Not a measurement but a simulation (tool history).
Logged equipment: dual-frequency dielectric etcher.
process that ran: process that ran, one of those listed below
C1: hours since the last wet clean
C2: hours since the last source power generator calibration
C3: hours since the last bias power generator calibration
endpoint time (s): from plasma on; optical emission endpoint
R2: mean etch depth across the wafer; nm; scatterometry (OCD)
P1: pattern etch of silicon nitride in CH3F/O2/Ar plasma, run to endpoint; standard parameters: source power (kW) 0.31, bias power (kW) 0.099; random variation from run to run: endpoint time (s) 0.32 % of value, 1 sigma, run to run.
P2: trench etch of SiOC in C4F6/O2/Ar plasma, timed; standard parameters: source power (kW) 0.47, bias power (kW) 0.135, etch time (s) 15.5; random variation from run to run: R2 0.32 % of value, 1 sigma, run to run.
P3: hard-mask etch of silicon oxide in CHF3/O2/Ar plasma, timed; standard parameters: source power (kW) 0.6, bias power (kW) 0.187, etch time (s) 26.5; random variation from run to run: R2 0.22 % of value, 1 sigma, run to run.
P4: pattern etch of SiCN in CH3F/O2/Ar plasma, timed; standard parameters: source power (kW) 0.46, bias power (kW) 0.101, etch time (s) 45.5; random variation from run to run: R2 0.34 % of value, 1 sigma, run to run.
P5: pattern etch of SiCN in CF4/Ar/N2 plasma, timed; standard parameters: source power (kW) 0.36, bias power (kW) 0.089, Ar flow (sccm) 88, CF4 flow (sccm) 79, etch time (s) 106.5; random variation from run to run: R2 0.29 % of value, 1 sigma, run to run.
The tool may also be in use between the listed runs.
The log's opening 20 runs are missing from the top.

run 21 day=5.875 | process_that_ran=P2 source_power_(kW)=0.47 bias_power_(kW)=0.098 etch_time_(s)=15.5 | C1=262.3 C2=14.9 C3=513.6 | R2=29.376
run 22 day=6.271 | process_that_ran=P2 source_power_(kW)=0.47 bias_power_(kW)=0.135 etch_time_(s)=15.5 | C1=271.8 C2=24.4 C3=523.1 | R2=31.795
run 23 day=6.458 | process_that_ran=P5 source_power_(kW)=0.36 bias_power_(kW)=0.089 etch_time_(s)=106.5 Ar_flow_(sccm)=88 CF4_flow_(sccm)=79 | C1=276.3 C2=28.9 C3=527.6 | R2=82.615
run 24 day=6.704 | process_that_ran=P2 source_power_(kW)=0.47 bias_power_(kW)=0.135 etch_time_(s)=15.5 | C1=282.2 C2=34.8 C3=533.5 | R2=31.86
run 25 day=6.996 | process_that_ran=P4 source_power_(kW)=0.32 bias_power_(kW)=0.101 etch_time_(s)=45.5 | C1=289.2 C2=41.8 C3=540.5 | R2=17.675
run 26 day=7.396 | process_that_ran=P5 source_power_(kW)=0.36 bias_power_(kW)=0.089 etch_time_(s)=106.5 Ar_flow_(sccm)=88 CF4_flow_(sccm)=63 | C1=298.8 C2=51.4 C3=550.1 | R2=80.061
run 27 day=7.625 | process_that_ran=P1 source_power_(kW)=0.31 bias_power_(kW)=0.099 | C1=304.3 C2=56.9 C3=555.6 | endpoint_time_(s)=42.322
run 28 day=8.029 | process_that_ran=P1 source_power_(kW)=0.31 bias_power_(kW)=0.099 | C1=314 C2=66.6 C3=565.3 | endpoint_time_(s)=42.614

What will run 29 give?
run 29 day=8.225 | process_that_ran=P3 source_power_(kW)=0.6 bias_power_(kW)=0.187 etch_time_(s)=26.5 | C1=318.7 C2=71.3 C3=570 | R2=?

R2: 52.373 nm

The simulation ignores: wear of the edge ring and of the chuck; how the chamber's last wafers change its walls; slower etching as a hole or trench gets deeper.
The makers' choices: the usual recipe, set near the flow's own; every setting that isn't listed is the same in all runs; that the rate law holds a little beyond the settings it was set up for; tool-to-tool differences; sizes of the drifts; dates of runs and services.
